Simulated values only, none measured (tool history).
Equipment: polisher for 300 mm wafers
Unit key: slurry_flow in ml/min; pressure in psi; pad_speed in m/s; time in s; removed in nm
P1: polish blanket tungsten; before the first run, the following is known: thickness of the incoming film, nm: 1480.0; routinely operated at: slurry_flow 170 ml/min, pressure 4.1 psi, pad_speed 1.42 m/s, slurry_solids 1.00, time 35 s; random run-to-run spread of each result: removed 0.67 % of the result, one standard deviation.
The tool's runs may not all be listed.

{"run": 1, "hour": 18.3, "slurry_flow": 170, "pressure": 4.1, "pad_speed": 1.42, "slurry_solids": 1.0, "time": 35, "removed": 303.98}
{"hour": 26.9, "done": "worn pad replaced by a new one"}
{"run": 2, "hour": 36.3, "slurry_flow": 170, "pressure": 4.1, "pad_speed": 2.04, "slurry_solids": 1.0, "time": 35, "removed": 431.56}
{"run": 3, "hour": 50.7, "slurry_flow": 130, "pressure": 4.1, "pad_speed": 1.42, "slurry_solids": 1.0, "time": 52, "removed": 421.47}
{"run": 4, "hour": 66.8, "slurry_flow": 170, "pressure": 4.1, "pad_speed": 1.42, "slurry_solids": 1.4, "time": 35, "removed": 329.64}
{"run": 5, "hour": 80.3, "slurry_flow": 100, "pressure": 4.1, "pad_speed": 1.42, "slurry_solids": 1.0, "time": 35, "removed": 272.6}
{"run": 6, "hour": 95.2, "slurry_flow": 170, "pressure": 4.1, "pad_speed": 0.98, "slurry_solids": 1.25, "time": 35, "removed": 222.0}
{"run": 7, "hour": 107.6, "slurry_flow": 170, "pressure": 4.1, "pad_speed": 1.42, "slurry_solids": 1.0, "time": 35, "removed": 302.3}
{"run": 8, "hour": 117.9, "slurry_flow": 170, "pressure": 4.1, "pad_speed": 1.42, "slurry_solids": 0.55, "time": 35, "removed": 262.87}
{"run": 9, "hour": 129.2, "slurry_flow": 270, "pressure": 4.1, "pad_speed": 1.42, "slurry_solids": 1.0, "time": 35, "removed": 318.47}
{"hour": 137.9, "done": "slurry blender recalibrated"}
{"run": 10, "hour": 142.5, "slurry_flow": 170, "pressure": 2.0, "pad_speed": 1.42, "slurry_solids": 1.0, "time": 35, "removed": 147.11}
{"run": 11, "hour": 158.0, "slurry_flow": 170, "pressure": 4.1, "pad_speed": 0.64, "slurry_solids": 1.0, "time": 35, "removed": 136.3}
{"run": 12, "hour": 167.4, "slurry_flow": 170, "pressure": 4.1, "pad_speed": 1.42, "slurry_solids": 1.0, "time": 35, "removed": 302.91}
{"hour": 178.6, "done": "slurry tank refilled with fresh slurry and peroxide"}
{"run": 13, "hour": 178.9, "slurry_flow": 170, "pressure": 4.1, "pad_speed": 1.42, "slurry_solids": 1.0, "time": 35, "removed": 299.93}
{"run": 14, "hour": 193.1, "slurry_flow": 170, "pressure": 4.1, "pad_speed": 1.42, "slurry_solids": 1.0, "time": 35, "removed": 301.72}
{"run": 15, "hour": 205.5, "slurry_flow": 170, "pressure": 4.1, "pad_speed": 1.42, "slurry_solids": 1.0, "time": 53, "removed": 462.32}
{"run": 16, "hour": 218.8, "slurry_flow": 170, "pressure": 5.2, "pad_speed": 1.42, "slurry_solids": 1.0, "time": 35, "removed": 384.14}
{"run": 17, "hour": 227.3, "slurry_flow": 170, "pressure": 4.1, "pad_speed": 1.42, "slurry_solids": 1.0, "time": 20, "removed": 172.77}
{"run": 18, "hour": 243.6, "slurry_flow": 170, "pressure": 4.1, "pad_speed": 1.42, "slurry_solids": 1.0, "time": 35, "removed": 303.02}
{"run": 19, "hour": 260.3, "slurry_flow": 170, "pressure": 4.1, "pad_speed": 1.42, "slurry_solids": 1.0, "time": 35, "removed": 293.81}
{"run": 20, "hour": 275.7, "slurry_flow": 170, "pressure": 4.1, "pad_speed": 1.42, "slurry_solids": 1.0, "time": 35, "removed": 287.79}
{"run": 21, "hour": 294.0, "slurry_flow": 170, "pressure": 4.1, "pad_speed": 1.42, "slurry_solids": 1.0, "time": 35, "removed": 280.74}
{"run": 22, "hour": 302.1, "slurry_flow": 170, "pressure": 4.1, "pad_speed": 1.42, "slurry_solids": 1.0, "time": 35, "removed": 283.54}

Estimate the outcome of run 23 from the log above:
{"run": 23, "hour": 310.6, "slurry_flow": 170, "pressure": 4.1, "pad_speed": 1.42, "slurry_solids": 1.0, "time": 35, "removed": "?"}

{"run 23": {"removed": 280.29}}
